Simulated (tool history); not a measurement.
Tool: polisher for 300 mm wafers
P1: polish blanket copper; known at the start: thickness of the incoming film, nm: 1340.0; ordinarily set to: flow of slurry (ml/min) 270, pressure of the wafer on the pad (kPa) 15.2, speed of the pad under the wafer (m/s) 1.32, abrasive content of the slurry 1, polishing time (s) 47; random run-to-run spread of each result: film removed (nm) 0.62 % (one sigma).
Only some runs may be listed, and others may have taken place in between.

run,day,flow of slurry (ml/min),pressure of the wafer on the pad (kPa),speed of the pad under the wafer (m/s),abrasive content of the slurry,polishing time (s),wafers polished on this pad,hours since the slurry nozzle was cleaned,hours since the head pressure was calibrated,hours since the slurry blender was calibrated,film removed (nm)
1,0.162,270,15.2,1.32,1,47,368,299.8,516.6,166.7,160.75
# day 0.404: slurry blender recalibrated
2,0.412,270,15.2,1.32,1,47,461,305.8,522.6,0.3,162.04
3,0.625,270,15.2,1.32,1,65,541,310.9,527.7,5.4,222.81
4,0.896,270,15.2,1.96,1,47,642,317.4,534.2,11.9,237.29
5,1.042,345,15.2,1.32,1,47,697,320.9,537.7,15.4,164.61
6,1.292,270,15.2,1.32,1,22,790,326.9,543.7,21.4,75.081
7,1.442,270,8.3,1.32,1,47,847,330.5,547.3,25,88.029
8,1.738,270,15.2,1.32,1,47,957,337.6,554.4,32.1,160
9,2.046,270,24.1,1.32,1,47,1073,345,561.8,39.5,255.22
10,2.204,270,15.2,0.72,1,34,1132,348.8,565.6,43.3,64.095
11,2.342,270,15.2,0.6,1,47,1184,352.1,568.9,46.6,73.906
12,2.492,270,15.2,1.32,0.7,47,1240,355.7,572.5,50.2,149.52
13,2.667,195,15.2,0.62,1,47,1305,359.9,576.7,54.4,72.976
# day 2.854: slurry nozzle cleaned
14,2.921,160,15.2,1.32,1,47,1400,1.7,582.8,60.5,150.84
# day 2.933: head pressure recalibrated
15,3.096,270,15.2,1.32,1,47,1466,5.9,4,64.7,161.64
16,3.383,270,23.4,1.32,0.65,47,1573,12.8,10.9,71.6,227.05

Estimate the outcome of run 17 from the log above:
17,3.517,270,15.2,1.32,1.25,47,1623,16,14.1,74.8,?

film removed (nm): 168.02

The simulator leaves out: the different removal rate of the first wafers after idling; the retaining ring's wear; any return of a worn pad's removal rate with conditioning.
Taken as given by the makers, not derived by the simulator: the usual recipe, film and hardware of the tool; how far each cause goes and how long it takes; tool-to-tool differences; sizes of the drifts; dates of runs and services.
